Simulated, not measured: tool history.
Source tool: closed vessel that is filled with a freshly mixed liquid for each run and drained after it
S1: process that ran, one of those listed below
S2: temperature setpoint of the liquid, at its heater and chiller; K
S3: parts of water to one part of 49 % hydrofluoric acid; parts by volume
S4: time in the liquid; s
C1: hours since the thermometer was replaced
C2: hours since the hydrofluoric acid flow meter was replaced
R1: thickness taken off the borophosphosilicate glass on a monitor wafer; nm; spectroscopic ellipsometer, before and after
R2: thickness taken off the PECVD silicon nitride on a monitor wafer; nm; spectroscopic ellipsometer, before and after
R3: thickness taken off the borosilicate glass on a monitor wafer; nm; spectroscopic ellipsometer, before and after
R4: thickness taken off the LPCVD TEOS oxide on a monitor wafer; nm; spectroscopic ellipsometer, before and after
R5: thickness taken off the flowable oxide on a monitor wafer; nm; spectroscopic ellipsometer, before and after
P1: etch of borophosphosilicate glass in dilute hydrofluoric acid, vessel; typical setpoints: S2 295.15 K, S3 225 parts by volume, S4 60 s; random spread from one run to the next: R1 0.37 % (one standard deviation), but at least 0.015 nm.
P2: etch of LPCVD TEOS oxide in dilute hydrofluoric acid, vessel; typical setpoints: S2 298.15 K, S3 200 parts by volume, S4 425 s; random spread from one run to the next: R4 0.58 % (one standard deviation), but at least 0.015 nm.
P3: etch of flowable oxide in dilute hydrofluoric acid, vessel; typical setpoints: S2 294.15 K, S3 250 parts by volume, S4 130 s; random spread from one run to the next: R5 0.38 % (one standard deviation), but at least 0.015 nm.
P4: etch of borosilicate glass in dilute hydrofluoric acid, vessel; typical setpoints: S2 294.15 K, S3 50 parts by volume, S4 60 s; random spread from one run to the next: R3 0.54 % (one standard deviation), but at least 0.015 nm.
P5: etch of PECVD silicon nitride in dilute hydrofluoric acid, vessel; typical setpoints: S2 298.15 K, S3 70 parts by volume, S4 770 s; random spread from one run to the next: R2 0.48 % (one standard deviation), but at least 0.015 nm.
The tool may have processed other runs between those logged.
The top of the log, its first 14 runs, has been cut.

run,hour,S1,S2,S3,S4,C1,C2,R1,R2,R3,R4,R5
15,86.3,P1,295.15,225,60,35.4,238.6,16.2620,,,,
16,92.0,P1,295.15,225,60,41.1,244.3,16.3740,,,,
17,97.2,P3,294.15,455,130,46.3,249.5,,,,,6.6718
18,101.5,P4,294.15,50,60,50.6,253.8,,,26.228,,
19,105.6,P1,302.15,225,60,54.7,257.9,20.8770,,,,
20,112.3,P2,298.15,200,425,61.4,264.6,,,,34.750,
21,116.1,P1,295.15,225,60,65.2,268.4,16.2900,,,,
22,120.9,P1,295.15,225,60,70.0,273.2,16.3250,,,,
23,124.2,P5,298.15,70,1515,73.3,276.5,,103.080,,,
24,130.5,P5,306.15,70,770,79.6,282.8,,87.340,,,
25,137.5,P1,301.15,360,60,86.6,289.8,10.9970,,,,
26,142.4,P1,295.15,335,60,91.5,294.7,9.8967,,,,
27,149.2,P2,293.15,200,425,98.3,301.5,,,,29.396,
28,156.3,P2,298.15,55,425,105.4,308.6,,,,154.500,
29,161.0,P2,298.15,200,425,110.1,313.3,,,,35.554,
30,167.4,P1,295.15,225,60,116.5,319.7,16.3270,,,,
31,174.9,P1,295.15,55,60,124.0,327.2,80.5640,,,,
32,179.2,P3,298.65,250,130,128.3,331.5,,,,,17.1420

Run 33 comes next. What will it give?
33,184.1,P1,295.15,225,60,133.2,336.4,?,,,,

For run 33 the tool returned R1 16.3050 nm.

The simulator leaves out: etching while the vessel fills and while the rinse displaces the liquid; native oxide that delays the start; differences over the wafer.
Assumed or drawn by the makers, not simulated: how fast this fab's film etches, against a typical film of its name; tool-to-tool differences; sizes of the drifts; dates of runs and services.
